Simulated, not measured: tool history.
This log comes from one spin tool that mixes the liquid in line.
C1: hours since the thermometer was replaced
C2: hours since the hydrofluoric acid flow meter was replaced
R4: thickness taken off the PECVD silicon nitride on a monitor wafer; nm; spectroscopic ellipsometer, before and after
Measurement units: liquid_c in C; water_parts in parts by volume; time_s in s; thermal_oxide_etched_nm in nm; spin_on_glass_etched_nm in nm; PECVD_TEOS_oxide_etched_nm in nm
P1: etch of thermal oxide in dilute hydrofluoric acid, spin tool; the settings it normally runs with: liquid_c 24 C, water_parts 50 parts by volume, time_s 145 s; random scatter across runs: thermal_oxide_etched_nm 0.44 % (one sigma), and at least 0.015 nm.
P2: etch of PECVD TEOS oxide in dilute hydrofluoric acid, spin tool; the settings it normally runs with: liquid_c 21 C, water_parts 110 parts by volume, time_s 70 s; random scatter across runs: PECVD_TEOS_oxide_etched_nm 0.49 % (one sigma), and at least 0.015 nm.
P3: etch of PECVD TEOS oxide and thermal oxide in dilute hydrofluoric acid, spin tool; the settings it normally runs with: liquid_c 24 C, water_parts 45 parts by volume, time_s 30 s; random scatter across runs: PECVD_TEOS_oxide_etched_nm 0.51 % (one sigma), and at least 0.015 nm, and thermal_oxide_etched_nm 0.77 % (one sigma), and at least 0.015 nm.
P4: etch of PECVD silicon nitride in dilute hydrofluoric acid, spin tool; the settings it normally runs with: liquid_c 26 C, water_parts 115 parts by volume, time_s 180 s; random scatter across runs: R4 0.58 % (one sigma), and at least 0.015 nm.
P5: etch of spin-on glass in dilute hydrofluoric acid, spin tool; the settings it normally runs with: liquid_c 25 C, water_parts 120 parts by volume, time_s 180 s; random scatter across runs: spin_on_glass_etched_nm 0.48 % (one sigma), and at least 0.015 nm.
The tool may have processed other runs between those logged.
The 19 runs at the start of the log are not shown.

Run 20, day 9.704: process P1, liquid_c 24 C, water_parts 50 parts by volume, time_s 145 s; C1 870; C2 355. Result: thermal_oxide_etched_nm 14.872 nm.
Run 21, day 10.038: process P1, liquid_c 24 C, water_parts 50 parts by volume, time_s 145 s; C1 878; C2 363. Result: thermal_oxide_etched_nm 14.868 nm.
At day 10.071: hydrofluoric acid flow meter replaced.
Run 22, day 10.342: process P1, liquid_c 24 C, water_parts 50 parts by volume, time_s 145 s; C1 885.3; C2 6.6. Result: thermal_oxide_etched_nm 15.075 nm.
Run 23, day 10.75: process P2, liquid_c 21 C, water_parts 110 parts by volume, time_s 70 s; C1 895.1; C2 16.4. Result: PECVD_TEOS_oxide_etched_nm 6.4321 nm.
Run 24, day 11.217: process P4, liquid_c 26 C, water_parts 115 parts by volume, time_s 40 s; C1 906.3; C2 27.6. Result: R4 0.79338 nm.
Run 25, day 11.667: process P3, liquid_c 24 C, water_parts 30 parts by volume, time_s 30 s; C1 917.1; C2 38.4. Result: thermal_oxide_etched_nm 5.331 nm, PECVD_TEOS_oxide_etched_nm 11.387 nm.
Run 26, day 12.125: process P1, liquid_c 24 C, water_parts 50 parts by volume, time_s 145 s; C1 928.1; C2 49.4. Result: thermal_oxide_etched_nm 14.961 nm.
Run 27, day 12.696: process P4, liquid_c 26 C, water_parts 55 parts by volume, time_s 180 s; C1 941.8; C2 63.1. Result: R4 7.7107 nm.
Run 28, day 13.312: process P1, liquid_c 30.5 C, water_parts 50 parts by volume, time_s 145 s; C1 956.6; C2 77.9. Result: thermal_oxide_etched_nm 19.39 nm.
Run 29, day 13.662: process P5, liquid_c 17 C, water_parts 120 parts by volume, time_s 180 s; C1 965; C2 86.3. Result: spin_on_glass_etched_nm 33.665 nm.
Run 30, day 13.967: process P5, liquid_c 25 C, water_parts 120 parts by volume, time_s 15 s; C1 972.3; C2 93.6. Result: spin_on_glass_etched_nm 3.9281 nm.

Run 31 has not been measured yet. What should we expect?
Run 31, day 14.55: process P2, liquid_c 21 C, water_parts 110 parts by volume, time_s 30 s; C1 986.3; C2 107.6. Result: PECVD_TEOS_oxide_etched_nm ?.

For run 31 the tool returned PECVD_TEOS_oxide_etched_nm 2.7644 nm.
